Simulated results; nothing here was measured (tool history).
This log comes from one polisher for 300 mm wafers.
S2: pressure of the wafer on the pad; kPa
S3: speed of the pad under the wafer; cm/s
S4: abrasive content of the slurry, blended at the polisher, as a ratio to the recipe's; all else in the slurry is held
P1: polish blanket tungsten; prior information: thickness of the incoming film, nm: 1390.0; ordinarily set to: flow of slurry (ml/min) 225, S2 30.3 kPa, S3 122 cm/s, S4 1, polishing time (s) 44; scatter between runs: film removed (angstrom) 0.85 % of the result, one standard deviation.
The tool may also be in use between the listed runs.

Run 1, day 0.354: flow of slurry (ml/min) 225, S2 30.3 kPa, S3 122 cm/s, S4 1, polishing time (s) 44. Result: film removed (angstrom) 3578.3.
Run 2, day 0.838: flow of slurry (ml/min) 225, S2 30.3 kPa, S3 122 cm/s, S4 1, polishing time (s) 44. Result: film removed (angstrom) 3590.4.
Run 3, day 1.171: flow of slurry (ml/min) 345, S2 30.3 kPa, S3 122 cm/s, S4 1.3, polishing time (s) 44. Result: film removed (angstrom) 3935.2.
Run 4, day 1.462: flow of slurry (ml/min) 225, S2 14.5 kPa, S3 122 cm/s, S4 1, polishing time (s) 44. Result: film removed (angstrom) 1700.1.
Run 5, day 1.8: flow of slurry (ml/min) 135, S2 30.3 kPa, S3 122 cm/s, S4 1, polishing time (s) 44. Result: film removed (angstrom) 3279.6.
Run 6, day 2.292: flow of slurry (ml/min) 345, S2 30.3 kPa, S3 122 cm/s, S4 1, polishing time (s) 44. Result: film removed (angstrom) 3728.9.
Run 7, day 2.575: flow of slurry (ml/min) 225, S2 30.3 kPa, S3 122 cm/s, S4 1, polishing time (s) 44. Result: film removed (angstrom) 3581.7.
Run 8, day 3.154: flow of slurry (ml/min) 225, S2 30.3 kPa, S3 122 cm/s, S4 1.25, polishing time (s) 44. Result: film removed (angstrom) 3780.2.
Run 9, day 3.554: flow of slurry (ml/min) 225, S2 30.3 kPa, S3 122 cm/s, S4 1, polishing time (s) 68. Result: film removed (angstrom) 5570.4.
Run 10, day 3.954: flow of slurry (ml/min) 225, S2 30.3 kPa, S3 192 cm/s, S4 1, polishing time (s) 44. Result: film removed (angstrom) 5542.4.
Run 11, day 4.329: flow of slurry (ml/min) 225, S2 30.3 kPa, S3 122 cm/s, S4 0.6, polishing time (s) 44. Result: film removed (angstrom) 3226.7.
Run 12, day 4.858: flow of slurry (ml/min) 225, S2 30.3 kPa, S3 122 cm/s, S4 1, polishing time (s) 44. Result: film removed (angstrom) 3533.8.
At day 4.988: head pressure recalibrated.
Run 13, day 5.258: flow of slurry (ml/min) 225, S2 30.3 kPa, S3 88 cm/s, S4 1, polishing time (s) 44. Result: film removed (angstrom) 2560.4.
Run 14, day 5.75: flow of slurry (ml/min) 225, S2 30.3 kPa, S3 122 cm/s, S4 1, polishing time (s) 44. Result: film removed (angstrom) 3577.2.
Run 15, day 6.346: flow of slurry (ml/min) 225, S2 44.8 kPa, S3 122 cm/s, S4 1, polishing time (s) 44. Result: film removed (angstrom) 5301.6.
Run 16, day 6.692: flow of slurry (ml/min) 225, S2 30.3 kPa, S3 122 cm/s, S4 1, polishing time (s) 44. Result: film removed (angstrom) 3600.2.
Run 17, day 7.2: flow of slurry (ml/min) 225, S2 30.3 kPa, S3 122 cm/s, S4 1, polishing time (s) 26. Result: film removed (angstrom) 2081.8.
Run 18, day 7.767: flow of slurry (ml/min) 225, S2 30.3 kPa, S3 122 cm/s, S4 1, polishing time (s) 44. Result: film removed (angstrom) 3601.6.
Run 19, day 8.346: flow of slurry (ml/min) 225, S2 30.3 kPa, S3 122 cm/s, S4 1, polishing time (s) 44. Result: film removed (angstrom) 3580.2.
Run 20, day 8.838: flow of slurry (ml/min) 225, S2 30.3 kPa, S3 122 cm/s, S4 1, polishing time (s) 44. Result: film removed (angstrom) 3497.9.
Run 21, day 9.175: flow of slurry (ml/min) 225, S2 30.3 kPa, S3 122 cm/s, S4 1, polishing time (s) 44. Result: film removed (angstrom) 3444.2.
Run 22, day 9.483: flow of slurry (ml/min) 225, S2 30.3 kPa, S3 122 cm/s, S4 1, polishing time (s) 44. Result: film removed (angstrom) 3465.9.
Run 23, day 9.942: flow of slurry (ml/min) 225, S2 30.3 kPa, S3 122 cm/s, S4 1, polishing time (s) 44. Result: film removed (angstrom) 3373.1.
At day 9.95: slurry tank refilled with fresh slurry and peroxide.
Run 24, day 10.225: flow of slurry (ml/min) 225, S2 30.3 kPa, S3 122 cm/s, S4 1, polishing time (s) 44. Result: film removed (angstrom) 3333.8.
Run 25, day 10.758: flow of slurry (ml/min) 225, S2 30.3 kPa, S3 122 cm/s, S4 1, polishing time (s) 44. Result: film removed (angstrom) 3322.2.
Run 26, day 11.05: flow of slurry (ml/min) 225, S2 30.3 kPa, S3 122 cm/s, S4 1, polishing time (s) 44. Result: film removed (angstrom) 3325.7.
At day 11.192: worn pad replaced by a new one.
At day 11.246: head pressure recalibrated.
Run 27, day 11.375: flow of slurry (ml/min) 225, S2 30.3 kPa, S3 122 cm/s, S4 1, polishing time (s) 44. Result: film removed (angstrom) 3328.5.
Run 28, day 11.892: flow of slurry (ml/min) 225, S2 30.3 kPa, S3 122 cm/s, S4 1, polishing time (s) 44. Result: film removed (angstrom) 3339.
Run 29, day 12.4: flow of slurry (ml/min) 225, S2 30.3 kPa, S3 122 cm/s, S4 1, polishing time (s) 44. Result: film removed (angstrom) 3329.
Run 30, day 12.825: flow of slurry (ml/min) 225, S2 30.3 kPa, S3 122 cm/s, S4 1, polishing time (s) 44. Result: film removed (angstrom) 3306.6.

Something has made what P1 gives creep away from where it was; the 2 causes below, each at its own stated size, fit the log equally well:
A: abrasive missing from the slurry, % = 26.5
B: slurry flow missing at the pad, % = 38.3
The gradual shift began around day 8.346.
Other possible causes, and why each is ruled out:
removal rate lost through wear of the pad, %: maintenance at day 11.192, after the shift began, did not return the process to its former output
head's pressure below its setpoint, %: maintenance at day 11.246, after the shift began, did not return the process to its former output
peroxide lost from the slurry, %: maintenance at day 9.95, after the shift began, did not return the process to its former output

The list below offers 4 check runs, each averaging the results of 3 wafers, and shows each result as a question mark. For which of them would the listed causes give clearly different results?
Run check 1, day 13.25: flow of slurry (ml/min) 225, S2 30.3 kPa, S3 154 cm/s, S4 1, polishing time (s) 44. Result: film removed (angstrom) ?.
Run check 2, day 13.25: flow of slurry (ml/min) 225, S2 20 kPa, S3 122 cm/s, S4 1, polishing time (s) 44. Result: film removed (angstrom) ?.
Run check 3, day 13.25: flow of slurry (ml/min) 135, S2 30.3 kPa, S3 122 cm/s, S4 1, polishing time (s) 44. Result: film removed (angstrom) ?.
Run check 4, day 13.25: flow of slurry (ml/min) 225, S2 30.3 kPa, S3 122 cm/s, S4 0.75, polishing time (s) 44. Result: film removed (angstrom) ?.

What every check run would give for each of its results, assuming each possible cause in turn:
  check                   result    if A    if B
check 1  film removed (angstrom)  4178.7  4179.2
check 2  film removed (angstrom)  2181.8  2182.1
check 3  film removed (angstrom)  3065.7  2938.8
check 4  film removed (angstrom)  3102.1    3096
How far apart the two closest causes lie, in the result that separates them most: check 1 0.01 %; check 2 0.01 %; check 3 4.23 %; check 4 0.2 %
Check 3 is the one run that separates the causes; every other check would come out nearly the same whichever cause is at work.

After running check 3, the following was obtained: film removed (angstrom) 3064.1. Which cause does this point to?

It is A: abrasive missing from the slurry, %.
